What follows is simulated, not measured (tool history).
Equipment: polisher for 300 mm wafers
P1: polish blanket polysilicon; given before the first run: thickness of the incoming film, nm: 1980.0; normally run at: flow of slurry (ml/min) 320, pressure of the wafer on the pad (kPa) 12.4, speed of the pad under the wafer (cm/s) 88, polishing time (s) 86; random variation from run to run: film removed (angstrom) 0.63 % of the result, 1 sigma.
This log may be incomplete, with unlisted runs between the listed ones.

run   hour  flow of slurry (ml/min)  pressure of the wafer on the pad (kPa)  speed of the pad under the wafer (cm/s)  polishing time (s)  wafers polished on this pad  hours since the slurry nozzle was cleaned  hours since the head pressure was calibrated  film removed (angstrom)
  1   10.3                      320                                    12.4                                       88                  86                          372                                       82.5                                         470.9                   4786.3
  2   18.2                      320                                    12.4                                       88                  86                          460                                       90.4                                         478.8                     4781
  3   26.5                      320                                    16.5                                       88                  86                          553                                       98.7                                         487.1                   6397.7
  4   36.2                      320                                    12.4                                       56                  86                          662                                      108.4                                         496.8                   3075.6
  5   50.5                      190                                    12.4                                       88                  86                          823                                      122.7                                         511.1                   4497.3
  6   65.3                      320                                    12.4                                       88                  39                          989                                      137.5                                         525.9                     2150
  7   79.4                      320                                    12.4                                       88                  86                         1147                                      151.6                                           540                   4738.1
  8   91.1                      320                                    12.4                                       88                  86                         1279                                      163.3                                         551.7                   4825.6
  9  102.2                      320                                     7.6                                       88                  86                         1403                                      174.4                                         562.8                   2898.7
 10  116.3                      505                                    12.4                                       88                  86                         1561                                      188.5                                         576.9                     4941
 11  127.8                      320                                    12.4                                       88                  86                         1690                                        200                                         588.4                   4725.6
 12  140.8                      320                                    12.4                                      132                  86                         1836                                        213                                         601.4                   7166.3
     145.3  -- slurry nozzle cleaned
 13  156.2                      320                                    12.4                                       88                 112                         2009                                         11                                         616.8                     6202
 14  166.3                      320                                    12.4                                       88                  86                         2123                                       21.1                                         626.9                   4787.4
 15  180.2                      320                                    12.4                                       56                  44                         2279                                         35                                         640.8                   1551.1
 16    188                      320                                    12.4                                       88                  86                         2366                                       42.8                                         648.6                   4760.8
 17  195.5                      320                                    12.4                                       88                  86                         2450                                       50.3                                         656.1                   4780.6
 18  211.4                      320                                    12.4                                       88                  86                         2629                                       66.2                                           672                     4741
 19  223.4                      320                                    12.4                                       88                  86                         2763                                       78.2                                           684                   4732.9
 20  238.3                      320                                    12.4                                       88                  86                         2931                                       93.1                                         698.9                   4615.6
     241.4  -- head pressure recalibrated
 21  250.6                      320                                    12.4                                       88                  86                         3069                                      105.4                                           9.3                   4639.5
 22  261.2                      320                                    12.4                                       88                  86                         3188                                        116                                          19.9                   4608.7
 23  268.9                      320                                    12.4                                       88                  86                         3274                                      123.7                                          27.6                     4632

Run 24 comes next. What will it give?
 24  282.6                      320                                    12.4                                       88                  86                         3428                                      137.4                                          41.3                        ?

Logged for run 24: film removed (angstrom) 4577.8.

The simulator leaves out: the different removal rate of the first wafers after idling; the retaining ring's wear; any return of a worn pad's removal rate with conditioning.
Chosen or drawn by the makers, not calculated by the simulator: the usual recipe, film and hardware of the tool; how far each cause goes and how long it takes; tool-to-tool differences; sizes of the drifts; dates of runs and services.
